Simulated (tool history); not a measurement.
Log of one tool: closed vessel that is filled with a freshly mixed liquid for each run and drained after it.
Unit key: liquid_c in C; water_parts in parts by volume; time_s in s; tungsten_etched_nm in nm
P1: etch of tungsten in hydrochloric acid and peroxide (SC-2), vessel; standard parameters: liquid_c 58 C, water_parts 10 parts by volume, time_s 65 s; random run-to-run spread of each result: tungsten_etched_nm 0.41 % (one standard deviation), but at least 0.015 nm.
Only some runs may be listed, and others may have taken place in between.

run,day,liquid_c,water_parts,time_s,hours since the thermometer was replaced,hours since the chemicals flow meter was replaced,hours since the drum of peroxide was connected,tungsten_etched_nm
1,0.658,58,10,65,1208.8,161.6,215.0,33.107
2,1.238,42,10,65,1222.7,175.5,228.9,11.523
3,1.892,58,10,65,1238.4,191.2,244.6,33.281
4,2.633,58,10,65,1256.2,209.0,262.4,33.251
5,3.229,58,4,110,1270.5,223.3,276.7,111.840
# day 3.388: new drum of peroxide connected
6,3.883,58,4,65,1286.2,239.0,11.9,66.297
# day 4.167: thermometer replaced
7,4.354,58,10,65,4.6,250.3,23.2,33.304
8,4.904,58,10,30,17.8,263.5,36.4,15.336
9,5.692,58,10,100,36.7,282.4,55.3,51.376
10,6.179,70,10,65,48.4,294.1,67.0,68.804
11,6.867,58,10,65,64.9,310.6,83.5,33.027
12,7.392,58,18,65,77.5,323.2,96.1,19.948
13,7.867,58,10,65,88.9,334.6,107.5,33.284
14,8.442,58,10,65,102.7,348.4,121.3,34.065
15,8.800,58,10,65,111.3,357.0,129.9,34.916
16,9.275,58,10,65,122.7,368.4,141.3,35.405
17,9.767,58,10,65,134.5,380.2,153.1,35.544
18,10.346,58,10,65,148.4,394.1,167.0,35.703
19,10.738,58,10,65,157.8,403.5,176.4,35.930
20,11.129,58,10,65,167.2,412.9,185.8,35.808
21,11.588,58,10,65,178.2,423.9,196.8,36.277
22,12.200,58,10,65,192.9,438.6,211.5,35.893

What P1 gives has crept away from where it was. These 2 causes fit the log equally well, each at the size given:
A: liquid hotter than its thermometer reads (K) = 1.29
B: chemicals flow above the setpoint (%) = 10.3
The onset of the drift is placed at about day 7.867.
All other causes, with the reason each is excluded:
peroxide weaker than its label (%): at most 8, which would move tungsten_etched_nm by -7.4 %: too little, or the wrong way

The list below offers 4 check runs, each averaging the results of 3 wafers, and shows each result as a question mark. For which of them would the listed causes give clearly different results?
check 1,12.812,48,10.0,100,,,,?
check 2,12.812,70,10.0,65,,,,?
check 3,12.812,43,5.0,65,,,,?
check 4,12.812,58,15.5,65,,,,?

Check results expected under each cause:
check,result,if A,if B
check 1,tungsten_etched_nm,28.964,28.799
check 2,tungsten_etched_nm,74.777,75.155
check 3,tungsten_etched_nm,22.969,22.504
check 4,tungsten_etched_nm,24.718,24.835
Distance between the nearest two causes, measured in the result of the check that separates them most: check 1 0.57 %; check 2 0.5 %; check 3 2.05 %; check 4 0.47 %
Check 3 is the one run that separates the causes; every other check would come out nearly the same whichever cause is at work.

Check 3 was carried out, with these results: tungsten_etched_nm 22.561 nm. Which of the listed causes is responsible?

It is B: chemicals flow above the setpoint (%).
